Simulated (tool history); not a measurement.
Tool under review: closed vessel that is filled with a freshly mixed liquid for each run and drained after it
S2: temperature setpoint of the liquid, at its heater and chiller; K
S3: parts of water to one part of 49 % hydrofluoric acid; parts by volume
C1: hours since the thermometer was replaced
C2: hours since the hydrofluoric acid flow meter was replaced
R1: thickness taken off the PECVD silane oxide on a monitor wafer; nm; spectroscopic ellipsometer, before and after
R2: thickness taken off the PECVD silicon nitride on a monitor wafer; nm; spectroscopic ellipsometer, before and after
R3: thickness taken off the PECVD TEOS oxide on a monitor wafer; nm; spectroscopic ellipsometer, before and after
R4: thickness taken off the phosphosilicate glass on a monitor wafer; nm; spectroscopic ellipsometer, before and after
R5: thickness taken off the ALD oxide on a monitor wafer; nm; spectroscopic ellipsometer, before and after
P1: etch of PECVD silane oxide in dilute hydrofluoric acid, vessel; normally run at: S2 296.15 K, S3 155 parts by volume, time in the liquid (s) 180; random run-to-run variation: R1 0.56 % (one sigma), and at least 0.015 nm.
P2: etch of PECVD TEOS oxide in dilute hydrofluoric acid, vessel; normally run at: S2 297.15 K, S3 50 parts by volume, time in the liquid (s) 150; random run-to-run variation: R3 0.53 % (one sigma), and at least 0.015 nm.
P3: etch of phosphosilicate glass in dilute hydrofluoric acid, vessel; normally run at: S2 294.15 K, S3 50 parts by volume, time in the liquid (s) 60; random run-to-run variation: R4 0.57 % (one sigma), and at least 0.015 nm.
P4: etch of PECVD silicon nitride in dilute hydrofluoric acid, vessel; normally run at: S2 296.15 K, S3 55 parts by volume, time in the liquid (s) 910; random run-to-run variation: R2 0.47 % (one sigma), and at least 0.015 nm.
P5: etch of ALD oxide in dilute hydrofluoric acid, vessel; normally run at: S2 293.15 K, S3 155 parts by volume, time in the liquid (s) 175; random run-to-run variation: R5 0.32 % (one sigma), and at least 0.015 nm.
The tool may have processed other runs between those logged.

Run 1, day 0.558: process that ran P1, S2 296.15 K, S3 155 parts by volume, time in the liquid (s) 180; C1 611.2; C2 1063.3. Result: R1 38.2620 nm.
Run 2, day 0.992: process that ran P4, S2 290.15 K, S3 55 parts by volume, time in the liquid (s) 910; C1 621.6; C2 1073.7. Result: R2 27.9850 nm.
Run 3, day 1.408: process that ran P2, S2 297.15 K, S3 70 parts by volume, time in the liquid (s) 150; C1 631.6; C2 1083.7. Result: R3 40.851 nm.
Run 4, day 1.792: process that ran P1, S2 296.15 K, S3 155 parts by volume, time in the liquid (s) 40; C1 640.8; C2 1092.9. Result: R1 8.5036 nm.
Run 5, day 2.258: process that ran P2, S2 297.15 K, S3 50 parts by volume, time in the liquid (s) 290; C1 652.0; C2 1104.1. Result: R3 112.450 nm.
Run 6, day 2.533: process that ran P3, S2 294.15 K, S3 50 parts by volume, time in the liquid (s) 60; C1 658.6; C2 1110.7. Result: R4 100.36 nm.
Run 7, day 2.888: process that ran P1, S2 296.15 K, S3 155 parts by volume, time in the liquid (s) 180; C1 667.1; C2 1119.2. Result: R1 38.3980 nm.
Run 8, day 3.346: process that ran P5, S2 293.15 K, S3 155 parts by volume, time in the liquid (s) 30; C1 678.1; C2 1130.2. Result: R5 3.3276 nm.
Run 9, day 3.892: process that ran P1, S2 296.15 K, S3 30 parts by volume, time in the liquid (s) 285; C1 691.2; C2 1143.3. Result: R1 367.9300 nm.
Run 10, day 4.338: process that ran P2, S2 297.15 K, S3 50 parts by volume, time in the liquid (s) 150; C1 701.9; C2 1154.0. Result: R3 57.983 nm.
Run 11, day 4.896: process that ran P4, S2 296.15 K, S3 55 parts by volume, time in the liquid (s) 105; C1 715.3; C2 1167.4. Result: R2 4.9035 nm.
Run 12, day 5.479: process that ran P1, S2 291.15 K, S3 155 parts by volume, time in the liquid (s) 180; C1 729.3; C2 1181.4. Result: R1 31.4730 nm.
Run 13, day 6.062: process that ran P1, S2 296.15 K, S3 240 parts by volume, time in the liquid (s) 180; C1 743.3; C2 1195.4. Result: R1 22.5320 nm.
Run 14, day 6.483: process that ran P5, S2 293.15 K, S3 70 parts by volume, time in the liquid (s) 175; C1 753.4; C2 1205.5. Result: R5 47.4820 nm.
Run 15, day 7.033: process that ran P4, S2 296.15 K, S3 55 parts by volume, time in the liquid (s) 910; C1 766.6; C2 1218.7. Result: R2 42.1330 nm.
Run 16, day 7.338: process that ran P5, S2 293.15 K, S3 155 parts by volume, time in the liquid (s) 175; C1 773.9; C2 1226.0. Result: R5 19.6800 nm.
Run 17, day 7.650: process that ran P1, S2 296.15 K, S3 75 parts by volume, time in the liquid (s) 180; C1 781.4; C2 1233.5. Result: R1 87.1880 nm.
Run 18, day 8.233: process that ran P4, S2 296.15 K, S3 75 parts by volume, time in the liquid (s) 910; C1 795.4; C2 1247.5. Result: R2 31.1610 nm.
Run 19, day 8.717: process that ran P1, S2 296.15 K, S3 155 parts by volume, time in the liquid (s) 180; C1 807.0; C2 1259.1. Result: R1 38.7010 nm.
Run 20, day 9.283: process that ran P4, S2 296.15 K, S3 55 parts by volume, time in the liquid (s) 910; C1 820.6; C2 1272.7. Result: R2 42.0200 nm.
Run 21, day 9.667: process that ran P3, S2 294.15 K, S3 50 parts by volume, time in the liquid (s) 60; C1 829.8; C2 1281.9. Result: R4 100.75 nm.
Run 22, day 10.262: process that ran P3, S2 294.15 K, S3 50 parts by volume, time in the liquid (s) 115; C1 844.1; C2 1296.2. Result: R4 194.12 nm.
Run 23, day 10.775: process that ran P1, S2 296.15 K, S3 155 parts by volume, time in the liquid (s) 180; C1 856.4; C2 1308.5. Result: R1 38.5130 nm.
Run 24, day 11.304: process that ran P1, S2 296.15 K, S3 155 parts by volume, time in the liquid (s) 180; C1 869.1; C2 1321.2. Result: R1 38.2760 nm.
Run 25, day 11.775: process that ran P1, S2 296.15 K, S3 155 parts by volume, time in the liquid (s) 360; C1 880.4; C2 1332.5. Result: R1 77.2580 nm.
Run 26, day 12.217: process that ran P2, S2 302.15 K, S3 50 parts by volume, time in the liquid (s) 150; C1 891.0; C2 1343.1. Result: R3 71.603 nm.
Run 27, day 12.746: process that ran P5, S2 290.15 K, S3 155 parts by volume, time in the liquid (s) 175; C1 903.7; C2 1355.8. Result: R5 17.3740 nm.
Run 28, day 13.162: process that ran P3, S2 301.65 K, S3 50 parts by volume, time in the liquid (s) 60; C1 913.7; C2 1365.8. Result: R4 137.34 nm.
Run 29, day 13.638: process that ran P3, S2 294.15 K, S3 20 parts by volume, time in the liquid (s) 60; C1 925.1; C2 1377.2. Result: R4 258.90 nm.
Run 30, day 13.925: process that ran P1, S2 303.15 K, S3 155 parts by volume, time in the liquid (s) 180; C1 932.0; C2 1384.1. Result: R1 49.4610 nm.
Run 31, day 14.375: process that ran P1, S2 296.15 K, S3 155 parts by volume, time in the liquid (s) 180; C1 942.8; C2 1394.9. Result: R1 38.3280 nm.
Run 32, day 14.950: process that ran P1, S2 296.15 K, S3 155 parts by volume, time in the liquid (s) 180; C1 956.6; C2 1408.7. Result: R1 37.2930 nm.
Run 33, day 15.242: process that ran P1, S2 296.15 K, S3 155 parts by volume, time in the liquid (s) 180; C1 963.6; C2 1415.7. Result: R1 37.0910 nm.
Run 34, day 15.667: process that ran P1, S2 296.15 K, S3 155 parts by volume, time in the liquid (s) 180; C1 973.8; C2 1425.9. Result: R1 36.3680 nm.
Run 35, day 16.158: process that ran P1, S2 296.15 K, S3 155 parts by volume, time in the liquid (s) 180; C1 985.6; C2 1437.7. Result: R1 36.0290 nm.
Run 36, day 16.638: process that ran P1, S2 296.15 K, S3 155 parts by volume, time in the liquid (s) 180; C1 997.1; C2 1449.2. Result: R1 35.8060 nm.
Run 37, day 17.000: process that ran P1, S2 296.15 K, S3 155 parts by volume, time in the liquid (s) 180; C1 1005.8; C2 1457.9. Result: R1 35.8560 nm.
Run 38, day 17.471: process that ran P1, S2 296.15 K, S3 155 parts by volume, time in the liquid (s) 180; C1 1017.1; C2 1469.2. Result: R1 35.9960 nm.
Run 39, day 17.967: process that ran P1, S2 296.15 K, S3 155 parts by volume, time in the liquid (s) 180; C1 1029.0; C2 1481.1. Result: R1 35.8470 nm.
Run 40, day 18.517: process that ran P1, S2 296.15 K, S3 155 parts by volume, time in the liquid (s) 180; C1 1042.2; C2 1494.3. Result: R1 35.5560 nm.
Run 41, day 18.946: process that ran P1, S2 296.15 K, S3 155 parts by volume, time in the liquid (s) 180; C1 1052.5; C2 1504.6. Result: R1 35.7620 nm.

The output of P1 has drifted from where it used to be. Each of the 2 causes below, taken at the size shown beside it, accounts for the log equally well:
A: liquid colder than its thermometer reads (K) = 1.94
B: hydrofluoric acid flow below the setpoint (%) = 6.21
The creep began at about day 14.375.

Consider the 4 single-wafer check runs listed below, results given as question marks: which one distinguishes between the causes by giving clearly different results for each?
Run check 1, day 19.375: process that ran P4, S2 296.15 K, S3 55 parts by volume, time in the liquid (s) 910. Result: R2 ?.
Run check 2, day 19.375: process that ran P5, S2 293.15 K, S3 155 parts by volume, time in the liquid (s) 175. Result: R5 ?.
Run check 3, day 19.375: process that ran P2, S2 297.15 K, S3 50 parts by volume, time in the liquid (s) 150. Result: R3 ?.
Run check 4, day 19.375: process that ran P3, S2 294.15 K, S3 50 parts by volume, time in the liquid (s) 60. Result: R4 ?.

Expected result of each check under each candidate cause:
  check  result     if A     if B
check 1      R2  37.0890  39.7680
check 2      R5  18.0950  18.1510
check 3      R3   53.932   54.582
check 4      R4   92.978   94.309
Distance between the nearest two causes, measured in the result of the check that separates them most: check 1 6.97 %; check 2 0.31 %; check 3 1.2 %; check 4 1.42 %
Check 1 is the one run that separates the causes; every other check would come out nearly the same whichever cause is at work.

Running check 1 produced the following: R2 36.9870 nm. Which one of the listed causes fits?

It was cause A: liquid colder than its thermometer reads (K).
